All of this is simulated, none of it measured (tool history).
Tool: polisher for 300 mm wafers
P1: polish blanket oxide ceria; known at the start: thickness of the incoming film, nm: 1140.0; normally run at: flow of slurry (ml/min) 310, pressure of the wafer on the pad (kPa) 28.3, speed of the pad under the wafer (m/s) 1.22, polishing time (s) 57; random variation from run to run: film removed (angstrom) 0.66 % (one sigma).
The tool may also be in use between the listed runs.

run,hour,flow of slurry (ml/min),pressure of the wafer on the pad (kPa),speed of the pad under the wafer (m/s),polishing time (s),wafers polished on this pad,hours since the slurry nozzle was cleaned,hours since the head pressure was calibrated,film removed (angstrom)
1,4.6,310,28.3,1.22,57,316,173.9,482,3499.5
2,8.9,310,28.3,0.62,57,342,178.2,486.3,1768.1
3,12.8,310,44.1,1.22,57,366,182.1,490.2,5410.7
4,20.1,205,28.3,1.22,40,412,189.4,497.5,2300.8
5,25.1,310,28.3,1.22,57,443,194.4,502.5,3441
6,31.5,310,28.3,1.22,57,483,200.8,508.9,3490.6
# hour 33: slurry nozzle cleaned
7,38.6,310,28.3,1.22,29,527,5.6,516,1746.9
8,46.5,310,28.3,1.22,57,576,13.5,523.9,3438.3
9,54.8,310,28.3,1.22,85,627,21.8,532.2,5164.6
10,61.1,185,28.3,1.22,57,666,28.1,538.5,3273.5
11,68.7,420,28.3,1.22,57,713,35.7,546.1,3544.1
12,74.3,310,28.3,1.84,57,748,41.3,551.7,5231.7
13,80.2,310,15.2,1.22,57,785,47.2,557.6,1852.9
14,85.4,310,28.3,1.22,57,817,52.4,562.8,3458.7

Run 15 comes next. What will it give?
15,93.2,310,28.3,1.22,57,866,60.2,570.6,?

{"run 15": {"film removed (angstrom)": 3383.3}}
